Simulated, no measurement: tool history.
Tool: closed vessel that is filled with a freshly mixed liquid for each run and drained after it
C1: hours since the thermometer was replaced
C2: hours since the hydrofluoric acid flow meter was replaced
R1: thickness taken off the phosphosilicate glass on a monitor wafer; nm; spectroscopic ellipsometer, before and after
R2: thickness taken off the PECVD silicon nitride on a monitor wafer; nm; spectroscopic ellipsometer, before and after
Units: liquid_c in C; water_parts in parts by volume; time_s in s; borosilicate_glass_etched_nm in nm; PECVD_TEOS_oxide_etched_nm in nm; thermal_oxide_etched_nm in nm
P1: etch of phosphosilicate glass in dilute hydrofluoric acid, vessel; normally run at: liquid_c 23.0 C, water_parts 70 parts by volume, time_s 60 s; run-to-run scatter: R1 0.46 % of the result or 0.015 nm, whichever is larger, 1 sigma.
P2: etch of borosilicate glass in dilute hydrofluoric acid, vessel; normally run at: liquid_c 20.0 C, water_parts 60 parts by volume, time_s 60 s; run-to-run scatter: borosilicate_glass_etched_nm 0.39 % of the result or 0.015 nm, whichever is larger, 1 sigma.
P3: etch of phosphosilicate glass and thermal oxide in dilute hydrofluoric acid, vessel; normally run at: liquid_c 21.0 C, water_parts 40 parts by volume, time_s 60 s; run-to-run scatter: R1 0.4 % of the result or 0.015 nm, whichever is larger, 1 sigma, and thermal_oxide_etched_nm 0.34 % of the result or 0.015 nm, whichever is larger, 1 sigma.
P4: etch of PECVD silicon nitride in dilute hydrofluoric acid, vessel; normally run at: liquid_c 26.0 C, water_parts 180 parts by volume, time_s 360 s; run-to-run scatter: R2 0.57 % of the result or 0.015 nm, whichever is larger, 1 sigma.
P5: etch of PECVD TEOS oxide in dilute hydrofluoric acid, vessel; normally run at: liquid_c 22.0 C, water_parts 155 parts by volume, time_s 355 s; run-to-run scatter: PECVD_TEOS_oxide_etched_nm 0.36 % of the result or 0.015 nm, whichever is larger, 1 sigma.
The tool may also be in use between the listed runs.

{"run": 1, "hour": 12.4, "process": "P1", "liquid_c": 23.0, "water_parts": 70, "time_s": 60, "C1": 837.5, "C2": 864.3, "R1": 76.25}
{"run": 2, "hour": 18.4, "process": "P1", "liquid_c": 23.0, "water_parts": 70, "time_s": 60, "C1": 843.5, "C2": 870.3, "R1": 76.262}
{"run": 3, "hour": 28.8, "process": "P1", "liquid_c": 19.0, "water_parts": 70, "time_s": 60, "C1": 853.9, "C2": 880.7, "R1": 64.717}
{"run": 4, "hour": 38.3, "process": "P1", "liquid_c": 23.0, "water_parts": 70, "time_s": 85, "C1": 863.4, "C2": 890.2, "R1": 108.63}
{"run": 5, "hour": 50.6, "process": "P4", "liquid_c": 26.0, "water_parts": 180, "time_s": 360, "C1": 875.7, "C2": 902.5, "R2": 7.5964}
{"run": 6, "hour": 63.6, "process": "P2", "liquid_c": 17.0, "water_parts": 60, "time_s": 60, "C1": 888.7, "C2": 915.5, "borosilicate_glass_etched_nm": 25.33}
{"run": 7, "hour": 75.3, "process": "P1", "liquid_c": 23.0, "water_parts": 120, "time_s": 60, "C1": 900.4, "C2": 927.2, "R1": 42.062}
{"run": 8, "hour": 88.7, "process": "P1", "liquid_c": 27.0, "water_parts": 70, "time_s": 90, "C1": 913.8, "C2": 940.6, "R1": 135.4}
{"run": 9, "hour": 99.5, "process": "P4", "liquid_c": 26.0, "water_parts": 180, "time_s": 360, "C1": 924.6, "C2": 951.4, "R2": 7.4704}
{"run": 10, "hour": 105.5, "process": "P4", "liquid_c": 26.0, "water_parts": 310, "time_s": 360, "C1": 930.6, "C2": 957.4, "R2": 4.3943}
{"run": 11, "hour": 111.4, "process": "P1", "liquid_c": 23.0, "water_parts": 30, "time_s": 60, "C1": 936.5, "C2": 963.3, "R1": 186.63}
{"run": 12, "hour": 121.4, "process": "P1", "liquid_c": 29.0, "water_parts": 70, "time_s": 60, "C1": 946.5, "C2": 973.3, "R1": 96.999}
{"run": 13, "hour": 134.9, "process": "P5", "liquid_c": 22.0, "water_parts": 155, "time_s": 710, "C1": 960.0, "C2": 986.8, "PECVD_TEOS_oxide_etched_nm": 84.599}
{"run": 14, "hour": 141.2, "process": "P3", "liquid_c": 21.0, "water_parts": 40, "time_s": 105, "C1": 966.3, "C2": 993.1, "R1": 467.9, "thermal_oxide_etched_nm": 11.444}
{"run": 15, "hour": 151.8, "process": "P3", "liquid_c": 21.0, "water_parts": 70, "time_s": 60, "C1": 976.9, "C2": 1003.7, "R1": 147.49, "thermal_oxide_etched_nm": 3.5896}
{"run": 16, "hour": 164.1, "process": "P5", "liquid_c": 17.0, "water_parts": 155, "time_s": 355, "C1": 989.2, "C2": 1016.0, "PECVD_TEOS_oxide_etched_nm": 34.648}
{"run": 17, "hour": 172.0, "process": "P3", "liquid_c": 21.0, "water_parts": 40, "time_s": 60, "C1": 997.1, "C2": 1023.9, "R1": 268.52, "thermal_oxide_etched_nm": 6.4769}
{"run": 18, "hour": 178.4, "process": "P2", "liquid_c": 20.0, "water_parts": 20, "time_s": 60, "C1": 1003.5, "C2": 1030.3, "borosilicate_glass_etched_nm": 90.801}
{"run": 19, "hour": 187.3, "process": "P1", "liquid_c": 23.0, "water_parts": 70, "time_s": 60, "C1": 1012.4, "C2": 1039.2, "R1": 76.114}
{"run": 20, "hour": 197.4, "process": "P3", "liquid_c": 27.5, "water_parts": 40, "time_s": 60, "C1": 1022.5, "C2": 1049.3, "R1": 350.31, "thermal_oxide_etched_nm": 8.5037}
{"run": 21, "hour": 209.7, "process": "P5", "liquid_c": 22.0, "water_parts": 95, "time_s": 355, "C1": 1034.8, "C2": 1061.6, "PECVD_TEOS_oxide_etched_nm": 73.125}
{"run": 22, "hour": 216.8, "process": "P3", "liquid_c": 21.0, "water_parts": 40, "time_s": 60, "C1": 1041.9, "C2": 1068.7, "R1": 267.95, "thermal_oxide_etched_nm": 6.4763}
{"run": 23, "hour": 229.9, "process": "P1", "liquid_c": 23.0, "water_parts": 70, "time_s": 60, "C1": 1055.0, "C2": 1081.8, "R1": 76.259}
{"run": 24, "hour": 240.7, "process": "P2", "liquid_c": 20.0, "water_parts": 60, "time_s": 60, "C1": 1065.8, "C2": 1092.6, "borosilicate_glass_etched_nm": 28.751}
{"run": 25, "hour": 247.7, "process": "P1", "liquid_c": 17.5, "water_parts": 20, "time_s": 60, "C1": 1072.8, "C2": 1099.6, "R1": 223.1}
{"run": 26, "hour": 260.7, "process": "P4", "liquid_c": 21.5, "water_parts": 180, "time_s": 360, "C1": 1085.8, "C2": 1112.6, "R2": 5.6348}
{"run": 27, "hour": 271.2, "process": "P1", "liquid_c": 23.0, "water_parts": 70, "time_s": 60, "C1": 1096.3, "C2": 1123.1, "R1": 77.237}
{"run": 28, "hour": 280.6, "process": "P4", "liquid_c": 26.0, "water_parts": 180, "time_s": 45, "C1": 1105.7, "C2": 1132.5, "R2": 0.95009}
{"run": 29, "hour": 289.5, "process": "P5", "liquid_c": 22.0, "water_parts": 155, "time_s": 355, "C1": 1114.6, "C2": 1141.4, "PECVD_TEOS_oxide_etched_nm": 41.945}
{"run": 30, "hour": 299.4, "process": "P2", "liquid_c": 20.0, "water_parts": 60, "time_s": 105, "C1": 1124.5, "C2": 1151.3, "borosilicate_glass_etched_nm": 50.561}
{"run": 31, "hour": 309.5, "process": "P1", "liquid_c": 23.0, "water_parts": 70, "time_s": 30, "C1": 1134.6, "C2": 1161.4, "R1": 38.423}
{"run": 32, "hour": 317.5, "process": "P5", "liquid_c": 22.0, "water_parts": 155, "time_s": 355, "C1": 1142.6, "C2": 1169.4, "PECVD_TEOS_oxide_etched_nm": 42.153}
{"run": 33, "hour": 328.6, "process": "P1", "liquid_c": 23.0, "water_parts": 70, "time_s": 60, "C1": 1153.7, "C2": 1180.5, "R1": 76.731}
{"run": 34, "hour": 339.2, "process": "P1", "liquid_c": 23.0, "water_parts": 70, "time_s": 60, "C1": 1164.3, "C2": 1191.1, "R1": 74.203}
{"run": 35, "hour": 345.1, "process": "P1", "liquid_c": 23.0, "water_parts": 70, "time_s": 60, "C1": 1170.2, "C2": 1197.0, "R1": 73.243}
{"run": 36, "hour": 352.8, "process": "P1", "liquid_c": 23.0, "water_parts": 70, "time_s": 60, "C1": 1177.9, "C2": 1204.7, "R1": 73.214}
{"run": 37, "hour": 364.9, "process": "P1", "liquid_c": 23.0, "water_parts": 70, "time_s": 60, "C1": 1190.0, "C2": 1216.8, "R1": 71.929}
{"run": 38, "hour": 374.5, "process": "P1", "liquid_c": 23.0, "water_parts": 70, "time_s": 60, "C1": 1199.6, "C2": 1226.4, "R1": 71.438}
{"run": 39, "hour": 384.7, "process": "P1", "liquid_c": 23.0, "water_parts": 70, "time_s": 60, "C1": 1209.8, "C2": 1236.6, "R1": 71.466}
{"run": 40, "hour": 390.5, "process": "P1", "liquid_c": 23.0, "water_parts": 70, "time_s": 60, "C1": 1215.6, "C2": 1242.4, "R1": 71.374}
{"run": 41, "hour": 403.6, "process": "P1", "liquid_c": 23.0, "water_parts": 70, "time_s": 60, "C1": 1228.7, "C2": 1255.5, "R1": 70.937}
{"run": 42, "hour": 410.2, "process": "P1", "liquid_c": 23.0, "water_parts": 70, "time_s": 60, "C1": 1235.3, "C2": 1262.1, "R1": 70.961}

What P1 gives has crept away from where it was. These 2 causes fit the log equally well, each at the size given:
A: hydrofluoric acid flow below the setpoint (%) = 6.65
B: liquid colder than its thermometer reads (K) = 1.83
The creep began at about hour 328.6.

4 check runs are offered, each on 2 wafers whose results are averaged, their results left as question marks. Which one tells the causes apart?
{"run": "check 1", "hour": 416.8, "process": "P3", "liquid_c": 25.0, "water_parts": 40, "time_s": 80, "R1": "?", "thermal_oxide_etched_nm": "?"}
{"run": "check 2", "hour": 416.8, "process": "P5", "liquid_c": 17.5, "water_parts": 155, "time_s": 625, "PECVD_TEOS_oxide_etched_nm": "?"}
{"run": "check 3", "hour": 416.8, "process": "P4", "liquid_c": 21.5, "water_parts": 180, "time_s": 115, "R2": "?"}
{"run": "check 4", "hour": 416.8, "process": "P2", "liquid_c": 17.0, "water_parts": 60, "time_s": 95, "borosilicate_glass_etched_nm": "?"}

What each check would give under each cause:
check=check_1 result=R1 if_A=392.140 if_B=390.910
check=check_1 result=thermal_oxide_etched_nm if_A=9.5332 if_B=9.5034
check=check_2 result=PECVD_TEOS_oxide_etched_nm if_A=57.160 if_B=57.411
check=check_3 result=R2 if_A=1.68710 if_B=1.60000
check=check_4 result=borosilicate_glass_etched_nm if_A=37.394 if_B=37.162
How far apart the two closest causes lie, in the result that separates them most: check 1 0.31 %; check 2 0.44 %; check 3 5.3 %; check 4 0.62 %
Check 3 tells the causes apart: in the others they would give nearly the same result.

Check 3 was then run and gave: R2 1.67190 nm. Which cause is it?

It is A: hydrofluoric acid flow below the setpoint (%).
